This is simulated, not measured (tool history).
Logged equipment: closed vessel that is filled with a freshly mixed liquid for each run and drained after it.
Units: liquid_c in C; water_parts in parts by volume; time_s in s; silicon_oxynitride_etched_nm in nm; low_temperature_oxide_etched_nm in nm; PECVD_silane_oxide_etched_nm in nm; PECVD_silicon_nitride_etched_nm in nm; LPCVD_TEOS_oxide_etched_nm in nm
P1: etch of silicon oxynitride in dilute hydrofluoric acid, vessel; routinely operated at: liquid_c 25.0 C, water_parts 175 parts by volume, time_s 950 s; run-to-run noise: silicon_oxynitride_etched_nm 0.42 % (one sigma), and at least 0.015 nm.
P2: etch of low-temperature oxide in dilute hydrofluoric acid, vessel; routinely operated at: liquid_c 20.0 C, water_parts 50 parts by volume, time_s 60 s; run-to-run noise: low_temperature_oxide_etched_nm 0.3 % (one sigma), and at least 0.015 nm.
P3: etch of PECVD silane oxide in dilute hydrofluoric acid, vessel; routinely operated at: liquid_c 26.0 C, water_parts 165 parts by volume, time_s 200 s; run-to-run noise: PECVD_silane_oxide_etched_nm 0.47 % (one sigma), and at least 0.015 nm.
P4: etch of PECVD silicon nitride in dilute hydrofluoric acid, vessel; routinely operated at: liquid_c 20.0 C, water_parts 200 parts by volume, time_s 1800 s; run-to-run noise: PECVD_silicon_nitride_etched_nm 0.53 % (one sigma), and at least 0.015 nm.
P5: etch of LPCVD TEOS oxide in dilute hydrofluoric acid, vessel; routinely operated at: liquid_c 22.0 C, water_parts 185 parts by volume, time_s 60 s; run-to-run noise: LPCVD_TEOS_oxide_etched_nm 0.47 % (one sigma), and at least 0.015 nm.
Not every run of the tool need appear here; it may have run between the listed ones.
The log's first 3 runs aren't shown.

run,hour,process,liquid_c,water_parts,time_s,hours since the thermometer was replaced,hours since the hydrofluoric acid flow meter was replaced,silicon_oxynitride_etched_nm,low_temperature_oxide_etched_nm,PECVD_silane_oxide_etched_nm,PECVD_silicon_nitride_etched_nm,LPCVD_TEOS_oxide_etched_nm
4,15.7,P1,25.0,175,1380,1572.7,631.2,11.07500,,,,
5,19.8,P2,20.0,50,30,1576.8,635.3,,13.590,,,
6,23.6,P1,25.0,110,385,1580.6,639.1,5.15890,,,,
7,25.9,P3,26.0,90,200,1582.9,641.4,,,93.351,,
8,30.4,P4,25.0,200,1800,1587.4,645.9,,,,20.2170,
9,35.2,P2,20.0,90,60,1592.2,650.7,,14.501,,,
10,40.1,P4,20.0,200,135,1597.1,655.6,,,,1.0957,
11,44.9,P3,26.0,165,200,1601.9,660.4,,,46.000,,
12,48.8,P1,21.0,275,950,1605.8,664.3,3.74600,,,,
13,52.1,P2,20.0,50,60,1609.1,667.6,,27.391,,,
14,57.1,P5,22.0,185,30,1614.1,672.6,,,,,3.7759
15,62.1,P4,20.0,200,1800,1619.1,677.6,,,,14.8550,
16,65.2,P4,20.0,200,1800,1622.2,680.7,,,,14.7250,
17,68.0,P1,25.0,175,30,1625.0,683.5,0.23604,,,,
18,73.2,P1,20.5,175,125,1630.2,688.7,0.82893,,,,
19,76.9,P5,17.0,185,60,1633.9,692.4,,,,,6.1577
20,80.6,P1,32.0,175,950,1637.6,696.1,10.26700,,,,
21,83.7,P5,22.0,45,60,1640.7,699.2,,,,,36.4860
22,86.2,P1,17.0,175,950,1643.2,701.7,5.26100,,,,
23,91.2,P2,25.5,50,60,1648.2,706.7,,34.400,,,
24,95.7,P4,20.0,50,1800,1652.7,711.2,,,,56.7080,
25,99.0,P1,25.0,290,950,1656.0,714.5,4.20660,,,,
26,102.0,P1,25.0,65,950,1659.0,717.5,22.40800,,,,

What will run 27 give?
27,105.8,P3,26.0,165,370,1662.8,721.3,,,?,,

PECVD_silane_oxide_etched_nm: 85.645 nm
